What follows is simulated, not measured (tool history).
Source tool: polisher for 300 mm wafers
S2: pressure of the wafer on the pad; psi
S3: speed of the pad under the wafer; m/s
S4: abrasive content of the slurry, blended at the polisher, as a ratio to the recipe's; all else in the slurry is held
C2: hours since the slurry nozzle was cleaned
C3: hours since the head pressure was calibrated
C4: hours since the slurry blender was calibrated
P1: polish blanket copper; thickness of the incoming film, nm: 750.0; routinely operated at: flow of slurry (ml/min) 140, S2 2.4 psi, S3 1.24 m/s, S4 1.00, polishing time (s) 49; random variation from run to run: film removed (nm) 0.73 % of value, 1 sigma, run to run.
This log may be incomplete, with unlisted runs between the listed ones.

Run 1, hour 19.3: flow of slurry (ml/min) 140, S2 2.4 psi, S3 1.24 m/s, S4 1.00, polishing time (s) 49; wafers polished on this pad 359; C2 173.9; C3 226.7; C4 120.0. Result: film removed (nm) 169.440.
Run 2, hour 29.3: flow of slurry (ml/min) 140, S2 2.4 psi, S3 0.56 m/s, S4 1.00, polishing time (s) 49; wafers polished on this pad 451; C2 183.9; C3 236.7; C4 130.0. Result: film removed (nm) 76.675.
Run 3, hour 41.8: flow of slurry (ml/min) 140, S2 2.4 psi, S3 1.24 m/s, S4 0.70, polishing time (s) 37; wafers polished on this pad 566; C2 196.4; C3 249.2; C4 142.5. Result: film removed (nm) 120.300.
Run 4, hour 54.6: flow of slurry (ml/min) 140, S2 3.4 psi, S3 1.24 m/s, S4 0.70, polishing time (s) 49; wafers polished on this pad 684; C2 209.2; C3 262.0; C4 155.3. Result: film removed (nm) 225.970.
Run 5, hour 67.4: flow of slurry (ml/min) 140, S2 2.4 psi, S3 1.24 m/s, S4 0.70, polishing time (s) 49; wafers polished on this pad 802; C2 222.0; C3 274.8; C4 168.1. Result: film removed (nm) 159.270.
Run 6, hour 86.7: flow of slurry (ml/min) 140, S2 2.4 psi, S3 1.24 m/s, S4 1.00, polishing time (s) 49; wafers polished on this pad 979; C2 241.3; C3 294.1; C4 187.4. Result: film removed (nm) 168.880.
Run 7, hour 102.7: flow of slurry (ml/min) 140, S2 2.4 psi, S3 1.24 m/s, S4 1.00, polishing time (s) 49; wafers polished on this pad 1126; C2 257.3; C3 310.1; C4 203.4. Result: film removed (nm) 169.200.
Run 8, hour 118.5: flow of slurry (ml/min) 140, S2 2.4 psi, S3 1.24 m/s, S4 1.00, polishing time (s) 49; wafers polished on this pad 1272; C2 273.1; C3 325.9; C4 219.2. Result: film removed (nm) 172.110.
At hour 129.3: slurry blender recalibrated.
Run 9, hour 132.1: flow of slurry (ml/min) 140, S2 2.4 psi, S3 1.24 m/s, S4 1.00, polishing time (s) 49; wafers polished on this pad 1397; C2 286.7; C3 339.5; C4 2.8. Result: film removed (nm) 171.740.
Run 10, hour 143.3: flow of slurry (ml/min) 140, S2 2.4 psi, S3 1.24 m/s, S4 1.00, polishing time (s) 49; wafers polished on this pad 1500; C2 297.9; C3 350.7; C4 14.0. Result: film removed (nm) 170.210.
At hour 148.7: head pressure recalibrated.
Run 11, hour 160.1: flow of slurry (ml/min) 140, S2 3.0 psi, S3 1.24 m/s, S4 1.00, polishing time (s) 49; wafers polished on this pad 1654; C2 314.7; C3 11.5; C4 30.8. Result: film removed (nm) 213.610.
Run 12, hour 174.1: flow of slurry (ml/min) 140, S2 2.4 psi, S3 1.80 m/s, S4 1.00, polishing time (s) 49; wafers polished on this pad 1783; C2 328.7; C3 25.5; C4 44.8. Result: film removed (nm) 250.860.
At hour 180.3: slurry nozzle cleaned.
Run 13, hour 187.9: flow of slurry (ml/min) 140, S2 2.4 psi, S3 1.24 m/s, S4 1.35, polishing time (s) 49; wafers polished on this pad 1910; C2 7.7; C3 39.3; C4 58.6. Result: film removed (nm) 179.380.
Run 14, hour 201.1: flow of slurry (ml/min) 140, S2 1.5 psi, S3 1.24 m/s, S4 1.00, polishing time (s) 49; wafers polished on this pad 2032; C2 20.9; C3 52.5; C4 71.8. Result: film removed (nm) 108.190.
Run 15, hour 214.1: flow of slurry (ml/min) 140, S2 2.4 psi, S3 1.24 m/s, S4 1.00, polishing time (s) 70; wafers polished on this pad 2151; C2 33.9; C3 65.5; C4 84.8. Result: film removed (nm) 244.160.
Run 16, hour 229.7: flow of slurry (ml/min) 85, S2 2.4 psi, S3 1.24 m/s, S4 1.00, polishing time (s) 49; wafers polished on this pad 2295; C2 49.5; C3 81.1; C4 100.4. Result: film removed (nm) 150.680.
Run 17, hour 247.5: flow of slurry (ml/min) 140, S2 2.4 psi, S3 1.24 m/s, S4 1.00, polishing time (s) 23; wafers polished on this pad 2459; C2 67.3; C3 98.9; C4 118.2. Result: film removed (nm) 79.900.
Run 18, hour 261.1: flow of slurry (ml/min) 140, S2 2.4 psi, S3 1.24 m/s, S4 1.00, polishing time (s) 49; wafers polished on this pad 2584; C2 80.9; C3 112.5; C4 131.8. Result: film removed (nm) 170.920.
Run 19, hour 270.0: flow of slurry (ml/min) 205, S2 2.4 psi, S3 1.24 m/s, S4 1.00, polishing time (s) 49; wafers polished on this pad 2666; C2 89.8; C3 121.4; C4 140.7. Result: film removed (nm) 182.780.
Run 20, hour 284.8: flow of slurry (ml/min) 140, S2 2.4 psi, S3 1.24 m/s, S4 1.00, polishing time (s) 49; wafers polished on this pad 2802; C2 104.6; C3 136.2; C4 155.5. Result: film removed (nm) 170.900.
Run 21, hour 303.3: flow of slurry (ml/min) 140, S2 2.4 psi, S3 1.24 m/s, S4 1.00, polishing time (s) 49; wafers polished on this pad 2972; C2 123.1; C3 154.7; C4 174.0. Result: film removed (nm) 166.030.
Run 22, hour 316.2: flow of slurry (ml/min) 140, S2 2.4 psi, S3 1.24 m/s, S4 1.00, polishing time (s) 49; wafers polished on this pad 3091; C2 136.0; C3 167.6; C4 186.9. Result: film removed (nm) 164.640.
Run 23, hour 329.2: flow of slurry (ml/min) 140, S2 2.4 psi, S3 1.24 m/s, S4 1.00, polishing time (s) 49; wafers polished on this pad 3210; C2 149.0; C3 180.6; C4 199.9. Result: film removed (nm) 161.190.
At hour 341.6: head pressure recalibrated.
Run 24, hour 348.2: flow of slurry (ml/min) 140, S2 2.4 psi, S3 1.24 m/s, S4 1.00, polishing time (s) 49; wafers polished on this pad 3385; C2 168.0; C3 6.6; C4 218.9. Result: film removed (nm) 158.650.
Run 25, hour 356.7: flow of slurry (ml/min) 140, S2 2.4 psi, S3 1.24 m/s, S4 1.00, polishing time (s) 49; wafers polished on this pad 3463; C2 176.5; C3 15.1; C4 227.4. Result: film removed (nm) 157.820.
Run 26, hour 370.9: flow of slurry (ml/min) 140, S2 2.4 psi, S3 1.24 m/s, S4 1.00, polishing time (s) 49; wafers polished on this pad 3594; C2 190.7; C3 29.3; C4 241.6. Result: film removed (nm) 156.690.
At hour 372.5: slurry blender recalibrated.
Run 27, hour 383.9: flow of slurry (ml/min) 140, S2 2.4 psi, S3 1.24 m/s, S4 1.00, polishing time (s) 49; wafers polished on this pad 3714; C2 203.7; C3 42.3; C4 11.5. Result: film removed (nm) 155.120.
Run 28, hour 394.3: flow of slurry (ml/min) 140, S2 2.4 psi, S3 1.24 m/s, S4 1.00, polishing time (s) 49; wafers polished on this pad 3809; C2 214.1; C3 52.7; C4 21.9. Result: film removed (nm) 156.800.
Run 29, hour 410.2: flow of slurry (ml/min) 140, S2 2.4 psi, S3 1.24 m/s, S4 1.00, polishing time (s) 49; wafers polished on this pad 3956; C2 230.0; C3 68.6; C4 37.8. Result: film removed (nm) 154.640.

P1 has crept away from where it was. The log is fitted equally well by each of these 2 causes, at the sizes shown:
A: slurry flow missing at the pad, % = 31.7
B: removal rate lost through wear of the pad, % = 8.05
The process output started creeping at around hour 284.8.
Other possible causes, and why each is ruled out:
head's pressure below its setpoint, %: serviced at hour 341.6, after the change had begun; the process did not return to its earlier output
abrasive missing from the slurry, %: serviced at hour 372.5, after the change had begun; the process did not return to its earlier output

Below are 4 check runs, each averaged over 2 wafers, with their results shown as question marks. Which of them would give clearly different results depending on which cause is behind the drift?
Run check 1, hour 426.1: flow of slurry (ml/min) 140, S2 1.7 psi, S3 1.24 m/s, S4 1.00, polishing time (s) 49. Result: film removed (nm) ?.
Run check 2, hour 426.1: flow of slurry (ml/min) 140, S2 2.4 psi, S3 1.24 m/s, S4 1.25, polishing time (s) 49. Result: film removed (nm) ?.
Run check 3, hour 426.1: flow of slurry (ml/min) 140, S2 2.4 psi, S3 1.24 m/s, S4 1.00, polishing time (s) 61. Result: film removed (nm) ?.
Run check 4, hour 426.1: flow of slurry (ml/min) 90, S2 2.4 psi, S3 1.24 m/s, S4 1.00, polishing time (s) 49. Result: film removed (nm) ?.

Outcome of each check run for each possible cause:
  check             result     if A     if B
check 1  film removed (nm)  111.110  111.090
check 2  film removed (nm)  164.650  164.620
check 3  film removed (nm)  195.280  195.250
check 4  film removed (nm)  136.480  141.930
Minimum pairwise separation of causes per check, each pair taken at its best-separating result: check 1 0.02 %; check 2 0.02 %; check 3 0.02 %; check 4 3.92 %
Check 4 distinguishes between the causes, while the remaining checks would return nearly the same result for all of them.

Then check 4 was run and gave: film removed (nm) 136.730. Which cause is it?

It was cause A: slurry flow missing at the pad, %.
